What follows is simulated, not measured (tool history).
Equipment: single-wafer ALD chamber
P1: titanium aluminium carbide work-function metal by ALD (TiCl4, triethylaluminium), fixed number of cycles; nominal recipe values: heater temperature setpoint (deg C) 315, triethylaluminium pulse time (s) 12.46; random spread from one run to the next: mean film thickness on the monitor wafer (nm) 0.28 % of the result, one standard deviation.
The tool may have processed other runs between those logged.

run	hour	heater temperature setpoint (deg C)	triethylaluminium pulse time (s)	hours since the last thermocouple change	hours since the last triethylaluminium bottle change	mean film thickness on the monitor wafer (nm)
1	7.3	315	12.46	575.6	152.7	2.1824
2	12.5	340	12.46	580.8	157.9	2.4173
3	20.8	315	12.46	589.1	166.2	2.1803
4	28.3	290	12.46	596.6	173.7	1.9454
5	34.7	315	17.7	603	180.1	2.217
6	42.6	315	12.46	610.9	188	2.1714
7	51.6	315	12.46	619.9	197	2.1789
8	57.4	338	17.61	625.7	202.8	2.4308
9	64.4	315	12.46	632.7	209.8	2.1758
10	72	333	8.86	640.3	217.4	2.2662
11	80.5	315	5.9	648.8	225.9	1.9163
12	88.3	337	4.99	656.6	233.7	1.9823
13	92.5	315	12.46	660.8	237.9	2.1774

Forecast run 14:
14	100.4	315	12.46	668.7	245.8	?

Run 14 yielded mean film thickness on the monitor wafer (nm) 2.171.
